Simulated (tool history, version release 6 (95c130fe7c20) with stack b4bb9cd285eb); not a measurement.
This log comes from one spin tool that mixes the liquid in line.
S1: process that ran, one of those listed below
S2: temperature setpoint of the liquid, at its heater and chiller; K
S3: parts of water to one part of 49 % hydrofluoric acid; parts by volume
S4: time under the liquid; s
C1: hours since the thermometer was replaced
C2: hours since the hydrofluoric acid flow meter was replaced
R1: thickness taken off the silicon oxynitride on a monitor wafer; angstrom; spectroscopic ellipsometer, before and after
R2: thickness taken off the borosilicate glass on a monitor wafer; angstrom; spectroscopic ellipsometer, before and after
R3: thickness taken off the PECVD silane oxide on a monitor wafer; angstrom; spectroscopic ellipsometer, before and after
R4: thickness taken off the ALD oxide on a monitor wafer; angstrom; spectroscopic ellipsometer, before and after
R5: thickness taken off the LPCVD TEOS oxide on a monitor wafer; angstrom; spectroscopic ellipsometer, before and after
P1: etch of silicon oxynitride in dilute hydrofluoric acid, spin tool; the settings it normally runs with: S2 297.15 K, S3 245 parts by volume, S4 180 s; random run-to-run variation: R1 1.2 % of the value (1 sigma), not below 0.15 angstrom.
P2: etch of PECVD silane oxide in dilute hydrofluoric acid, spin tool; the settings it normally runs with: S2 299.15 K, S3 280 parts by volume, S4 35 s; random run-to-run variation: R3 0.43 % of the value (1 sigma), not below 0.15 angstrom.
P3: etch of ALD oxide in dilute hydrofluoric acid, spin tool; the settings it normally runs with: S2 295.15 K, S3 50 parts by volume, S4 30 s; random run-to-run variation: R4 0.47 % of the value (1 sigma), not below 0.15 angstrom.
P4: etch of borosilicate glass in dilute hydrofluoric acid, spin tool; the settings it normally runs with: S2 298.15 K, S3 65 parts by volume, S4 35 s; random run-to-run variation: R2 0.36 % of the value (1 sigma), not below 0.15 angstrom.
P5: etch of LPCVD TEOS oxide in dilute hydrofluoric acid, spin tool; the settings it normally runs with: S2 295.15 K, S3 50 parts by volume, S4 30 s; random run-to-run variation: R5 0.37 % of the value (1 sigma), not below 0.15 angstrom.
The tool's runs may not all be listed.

{"run": 1, "hour": 13.7, "S1": "P1", "S2": 297.15, "S3": 245, "S4": 180, "C1": 1398.1, "C2": 238.7, "R1": 18.929}
{"run": 2, "hour": 24.7, "S1": "P1", "S2": 297.15, "S3": 245, "S4": 270, "C1": 1409.1, "C2": 249.7, "R1": 28.039}
{"run": 3, "hour": 36.3, "S1": "P1", "S2": 297.15, "S3": 245, "S4": 180, "C1": 1420.7, "C2": 261.3, "R1": 18.802}
{"run": 4, "hour": 44.5, "S1": "P4", "S2": 298.15, "S3": 65, "S4": 60, "C1": 1428.9, "C2": 269.5, "R2": 220.98}
{"run": 5, "hour": 58.9, "S1": "P2", "S2": 299.15, "S3": 280, "S4": 70, "C1": 1443.3, "C2": 283.9, "R3": 109.17}
{"run": 6, "hour": 68.9, "S1": "P1", "S2": 290.65, "S3": 245, "S4": 260, "C1": 1453.3, "C2": 293.9, "R1": 20.539}
{"run": 7, "hour": 80.3, "S1": "P1", "S2": 290.15, "S3": 245, "S4": 340, "C1": 1464.7, "C2": 305.3, "R1": 26.673}
{"run": 8, "hour": 97.9, "S1": "P3", "S2": 295.15, "S3": 80, "S4": 30, "C1": 1482.3, "C2": 322.9, "R4": 49.665}
{"run": 9, "hour": 114.6, "S1": "P5", "S2": 295.15, "S3": 50, "S4": 30, "C1": 1499.0, "C2": 339.6, "R5": 120.64}
{"run": 10, "hour": 132.9, "S1": "P1", "S2": 297.15, "S3": 110, "S4": 180, "C1": 1517.3, "C2": 357.9, "R1": 47.54}
{"run": 11, "hour": 151.9, "S1": "P4", "S2": 298.15, "S3": 115, "S4": 35, "C1": 1536.3, "C2": 376.9, "R2": 68.72}
{"run": 12, "hour": 167.0, "S1": "P1", "S2": 290.15, "S3": 245, "S4": 180, "C1": 1551.4, "C2": 392.0, "R1": 13.846}
{"run": 13, "hour": 182.6, "S1": "P3", "S2": 290.15, "S3": 50, "S4": 30, "C1": 1567.0, "C2": 407.6, "R4": 66.953}
{"run": 14, "hour": 196.4, "S1": "P2", "S2": 306.65, "S3": 280, "S4": 35, "C1": 1580.8, "C2": 421.4, "R3": 69.128}
{"run": 15, "hour": 206.2, "S1": "P5", "S2": 295.15, "S3": 85, "S4": 30, "C1": 1590.6, "C2": 431.2, "R5": 68.127}
{"run": 16, "hour": 219.6, "S1": "P1", "S2": 297.15, "S3": 245, "S4": 180, "C1": 1604.0, "C2": 444.6, "R1": 19.228}
{"run": 17, "hour": 229.9, "S1": "P2", "S2": 299.15, "S3": 280, "S4": 35, "C1": 1614.3, "C2": 454.9, "R3": 53.909}
{"run": 18, "hour": 242.1, "S1": "P1", "S2": 297.15, "S3": 415, "S4": 180, "C1": 1626.5, "C2": 467.1, "R1": 9.7734}
{"run": 19, "hour": 253.9, "S1": "P4", "S2": 298.15, "S3": 65, "S4": 35, "C1": 1638.3, "C2": 478.9, "R2": 129.59}
{"run": 20, "hour": 265.9, "S1": "P5", "S2": 301.15, "S3": 50, "S4": 30, "C1": 1650.3, "C2": 490.9, "R5": 154.07}
{"run": 21, "hour": 279.3, "S1": "P1", "S2": 297.15, "S3": 245, "S4": 95, "C1": 1663.7, "C2": 504.3, "R1": 9.9999}
{"run": 22, "hour": 288.8, "S1": "P4", "S2": 298.15, "S3": 65, "S4": 35, "C1": 1673.2, "C2": 513.8, "R2": 129.43}
{"run": 23, "hour": 305.2, "S1": "P3", "S2": 295.15, "S3": 50, "S4": 30, "C1": 1689.6, "C2": 530.2, "R4": 82.353}
{"run": 24, "hour": 321.0, "S1": "P5", "S2": 295.15, "S3": 50, "S4": 30, "C1": 1705.4, "C2": 546.0, "R5": 121.21}
{"run": 25, "hour": 335.4, "S1": "P1", "S2": 297.15, "S3": 245, "S4": 180, "C1": 1719.8, "C2": 560.4, "R1": 18.984}
{"run": 26, "hour": 349.0, "S1": "P1", "S2": 302.65, "S3": 245, "S4": 180, "C1": 1733.4, "C2": 574.0, "R1": 23.958}
{"run": 27, "hour": 360.3, "S1": "P4", "S2": 292.15, "S3": 65, "S4": 35, "C1": 1744.7, "C2": 585.3, "R2": 101.03}
{"run": 28, "hour": 370.7, "S1": "P5", "S2": 295.15, "S3": 50, "S4": 50, "C1": 1755.1, "C2": 595.7, "R5": 201.4}
{"run": 29, "hour": 378.9, "S1": "P1", "S2": 297.15, "S3": 245, "S4": 180, "C1": 1763.3, "C2": 603.9, "R1": 19.027}
{"run": 30, "hour": 389.1, "S1": "P2", "S2": 299.15, "S3": 500, "S4": 35, "C1": 1773.5, "C2": 614.1, "R3": 24.768}
{"run": 31, "hour": 406.2, "S1": "P1", "S2": 293.65, "S3": 245, "S4": 255, "C1": 1790.6, "C2": 631.2, "R1": 23.354}
{"run": 32, "hour": 419.1, "S1": "P1", "S2": 297.15, "S3": 245, "S4": 180, "C1": 1803.5, "C2": 644.1, "R1": 18.876}
{"run": 33, "hour": 429.0, "S1": "P3", "S2": 295.15, "S3": 50, "S4": 55, "C1": 1813.4, "C2": 654.0, "R4": 151.01}
{"run": 34, "hour": 438.4, "S1": "P1", "S2": 297.15, "S3": 245, "S4": 180, "C1": 1822.8, "C2": 663.4, "R1": 18.815}
{"run": 35, "hour": 454.9, "S1": "P1", "S2": 297.15, "S3": 245, "S4": 180, "C1": 1839.3, "C2": 679.9, "R1": 18.764}
{"run": 36, "hour": 466.6, "S1": "P1", "S2": 297.15, "S3": 245, "S4": 180, "C1": 1851.0, "C2": 691.6, "R1": 19.868}
{"run": 37, "hour": 480.8, "S1": "P1", "S2": 297.15, "S3": 245, "S4": 180, "C1": 1865.2, "C2": 705.8, "R1": 20.084}
{"run": 38, "hour": 497.7, "S1": "P1", "S2": 297.15, "S3": 245, "S4": 180, "C1": 1882.1, "C2": 722.7, "R1": 20.261}
{"run": 39, "hour": 515.3, "S1": "P1", "S2": 297.15, "S3": 245, "S4": 180, "C1": 1899.7, "C2": 740.3, "R1": 20.59}
{"run": 40, "hour": 531.3, "S1": "P1", "S2": 297.15, "S3": 245, "S4": 180, "C1": 1915.7, "C2": 756.3, "R1": 20.491}
{"run": 41, "hour": 543.6, "S1": "P1", "S2": 297.15, "S3": 245, "S4": 180, "C1": 1928.0, "C2": 768.6, "R1": 20.238}

What P1 gives has crept away from where it was. These 2 causes fit the log equally well, each at the size given:
A: hydrofluoric acid flow above the setpoint (%) = 6.42
B: liquid hotter than its thermometer reads (K) = 1.69
The process output started creeping at around hour 454.9.

The 4 check runs listed below each average the results of 2 wafers, and their outcomes are marked with question marks. Under which run would the listed causes produce clearly different results?
{"run": "check 1", "hour": 555.9, "S1": "P5", "S2": 295.15, "S3": 75, "S4": 30, "R5": "?"}
{"run": "check 2", "hour": 555.9, "S1": "P4", "S2": 298.15, "S3": 115, "S4": 55, "R2": "?"}
{"run": "check 3", "hour": 555.9, "S1": "P3", "S2": 290.15, "S3": 50, "S4": 55, "R4": "?"}
{"run": "check 4", "hour": 555.9, "S1": "P2", "S2": 299.15, "S3": 380, "S4": 65, "R3": "?"}

Outcome of each check run for each possible cause:
check=check_1 result=R5 if_A=83.572 if_B=83.672
check=check_2 result=R2 if_A=115.66 if_B=114.99
check=check_3 result=R4 if_A=130.280 if_B=131.240
check=check_4 result=R3 if_A=73.320 if_B=71.147
Smallest distance between any two causes, each pair judged by its most separating result, in per cent: check 1 0.12 %; check 2 0.57 %; check 3 0.73 %; check 4 3.01 %
Of the check runs offered, only check 4 discriminates between the causes; the rest would read about the same regardless of which cause applies.

Here is what check 4 returned: R3 71.088 angstrom. Which cause is it?

Of the candidate causes, it is B: liquid hotter than its thermometer reads (K).
